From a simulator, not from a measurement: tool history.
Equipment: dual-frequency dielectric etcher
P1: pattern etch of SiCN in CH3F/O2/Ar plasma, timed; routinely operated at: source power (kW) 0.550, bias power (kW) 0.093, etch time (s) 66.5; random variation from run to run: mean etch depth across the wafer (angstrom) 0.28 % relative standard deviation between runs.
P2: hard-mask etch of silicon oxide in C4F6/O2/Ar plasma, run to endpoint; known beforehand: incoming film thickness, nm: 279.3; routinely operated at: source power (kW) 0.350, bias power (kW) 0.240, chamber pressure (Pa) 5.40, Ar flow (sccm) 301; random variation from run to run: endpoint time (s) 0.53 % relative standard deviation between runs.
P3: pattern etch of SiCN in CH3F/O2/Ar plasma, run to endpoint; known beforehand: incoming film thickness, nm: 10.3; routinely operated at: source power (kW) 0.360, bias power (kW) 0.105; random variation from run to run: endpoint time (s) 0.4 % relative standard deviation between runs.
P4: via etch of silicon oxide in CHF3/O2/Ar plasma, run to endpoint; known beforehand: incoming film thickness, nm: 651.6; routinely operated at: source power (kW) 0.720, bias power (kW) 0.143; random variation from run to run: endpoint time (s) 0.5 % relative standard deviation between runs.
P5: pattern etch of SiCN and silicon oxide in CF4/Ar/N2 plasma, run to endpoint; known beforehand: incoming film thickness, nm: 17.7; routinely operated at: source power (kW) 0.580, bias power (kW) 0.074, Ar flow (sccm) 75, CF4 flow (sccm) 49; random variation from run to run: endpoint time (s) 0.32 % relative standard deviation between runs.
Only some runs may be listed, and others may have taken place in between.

run	hour	process that ran	source power (kW)	bias power (kW)	etch time (s)	Ar flow (sccm)	CF4 flow (sccm)	chamber pressure (Pa)	hours since the last wet clean	hours since the last source power generator calibration	hours since the last bias power generator calibration	mean etch depth across the wafer (angstrom)	endpoint time (s)
1	17.1	P1	0.550	0.093	66.5				168.7	550.6	1905.9	302.18	
2	32.4	P3	0.360	0.143					184.0	565.9	1921.2		21.714
3	40.6	P1	0.550	0.093	66.5				192.2	574.1	1929.4	302.17	
4	58.0	P1	0.550	0.071	66.5				209.6	591.5	1946.8	275.45	
5	72.3	P4	0.720	0.143					223.9	605.8	1961.1		328.030
6	88.3	P1	0.550	0.093	66.5				239.9	621.8	1977.1	303.21	
7	99.3	P5	0.580	0.074		75	49		250.9	632.8	1988.1		16.523
8	107.7	P1	0.550	0.093	66.5				259.3	641.2	1996.5	304.50	
9	118.9	P1	0.550	0.116	43.5				270.5	652.4	2007.7	214.88	
10	135.6	P2	0.350	0.240		301		7.20	287.2	669.1	2024.4		92.141
# hour 141.4: source power generator calibrated
11	150.4	P1	0.550	0.093	48.0				302.0	9.1	2039.2	218.98	
12	163.5	P2	0.470	0.240		301		5.40	315.1	22.2	2052.3		80.039
13	177.1	P2	0.350	0.316		301		5.40	328.7	35.8	2065.9		81.068
14	190.3	P1	0.340	0.093	66.5				341.9	49.0	2079.1	253.28	
15	205.1	P1	0.550	0.093	66.5				356.7	63.8	2093.9	302.04	
16	212.9	P3	0.240	0.105					364.5	71.6	2101.7		28.206
17	229.5	P1	0.550	0.130	66.5				381.1	88.2	2118.3	344.44	
18	240.7	P1	0.400	0.119	66.5				392.3	99.4	2129.5	296.96	
19	253.6	P4	1.020	0.143					405.2	112.3	2142.4		285.440
20	266.9	P5	0.580	0.074		59	49		418.5	125.6	2155.7		15.869
21	275.2	P5	0.770	0.074		75	49		426.8	133.9	2164.0		12.797
22	289.3	P1	0.550	0.093	66.5				440.9	148.0	2178.1	302.59	
23	301.3	P3	0.360	0.105					452.9	160.0	2190.1		24.371
24	317.6	P5	0.580	0.074		75	67		469.2	176.3	2206.4		15.716
25	333.6	P4	0.720	0.199					485.2	192.3	2222.4		291.850
26	348.6	P1	0.740	0.093	66.5				500.2	207.3	2237.4	339.81	
27	365.2	P4	0.720	0.143					516.8	223.9	2254.0		327.110
28	381.3	P2	0.350	0.240		398		5.40	532.9	240.0	2270.1		92.916
29	389.5	P1	0.550	0.093	86.0				541.1	248.2	2278.3	392.14	
30	400.1	P5	0.580	0.046		75	49		551.7	258.8	2288.9		19.226
31	416.0	P2	0.350	0.240		301		5.40	567.6	274.7	2304.8		88.687
32	431.2	P1	0.550	0.093	66.5				582.8	289.9	2320.0	302.27	
33	446.4	P1	0.550	0.093	66.5				598.0	305.1	2335.2	301.13	
34	454.8	P1	0.550	0.093	66.5				606.4	313.5	2343.6	300.65	
35	470.8	P1	0.550	0.093	66.5				622.4	329.5	2359.6	301.27	
36	480.1	P1	0.550	0.093	66.5				631.7	338.8	2368.9	300.90	
37	490.3	P1	0.550	0.093	66.5				641.9	349.0	2379.1	301.05	
38	502.8	P1	0.550	0.093	66.5				654.4	361.5	2391.6	299.60	
39	518.8	P1	0.550	0.093	66.5				670.4	377.5	2407.6	298.87	
# hour 519.7: wet clean of the chamber
40	529.1	P1	0.550	0.093	66.5				9.4	387.8	2417.9	298.87	
41	540.1	P1	0.550	0.093	66.5				20.4	398.8	2428.9	298.87	
42	557.8	P1	0.550	0.093	66.5				38.1	416.5	2446.6	298.42	

Something has made what P1 gives creep away from where it was; the 2 causes below, each at its own stated size, fit the log equally well:
A: bias power that arrives under what is set, % = 3.84
B: source power that arrives under what is set, % = 3.74
The drift started at roughly hour 431.2.
Other possible causes, and why each is ruled out:
chamber walls in a state that lowers the etch rate, %: was serviced at hour 519.7, once the creep was under way, yet the earlier output never came back

The list below offers 4 check runs, each averaging the results of 2 wafers, and shows each result as a question mark. For which of them would the listed causes give clearly different results?
check 1	575.5	P5	0.720	0.056		75	49						?
check 2	575.5	P2	0.350	0.240		351		5.40					?
check 3	575.5	P4	0.960	0.187									?
check 4	575.5	P3	0.360	0.142									?

Predicted outcomes, by check and by cause:
check	result	if A	if B
check 1	endpoint time (s)	15.094	15.429
check 2	endpoint time (s)	91.780	91.906
check 3	endpoint time (s)	271.390	271.910
check 4	endpoint time (s)	21.983	21.942
Minimum pairwise separation of causes per check, each pair taken at its best-separating result: check 1 2.2 %; check 2 0.14 %; check 3 0.19 %; check 4 0.19 %
Check 1 is the one run that separates the causes; every other check would come out nearly the same whichever cause is at work.

Running check 1 produced the following: endpoint time (s) 15.036. Which one of the listed causes fits?

It was cause A: bias power that arrives under what is set, %.

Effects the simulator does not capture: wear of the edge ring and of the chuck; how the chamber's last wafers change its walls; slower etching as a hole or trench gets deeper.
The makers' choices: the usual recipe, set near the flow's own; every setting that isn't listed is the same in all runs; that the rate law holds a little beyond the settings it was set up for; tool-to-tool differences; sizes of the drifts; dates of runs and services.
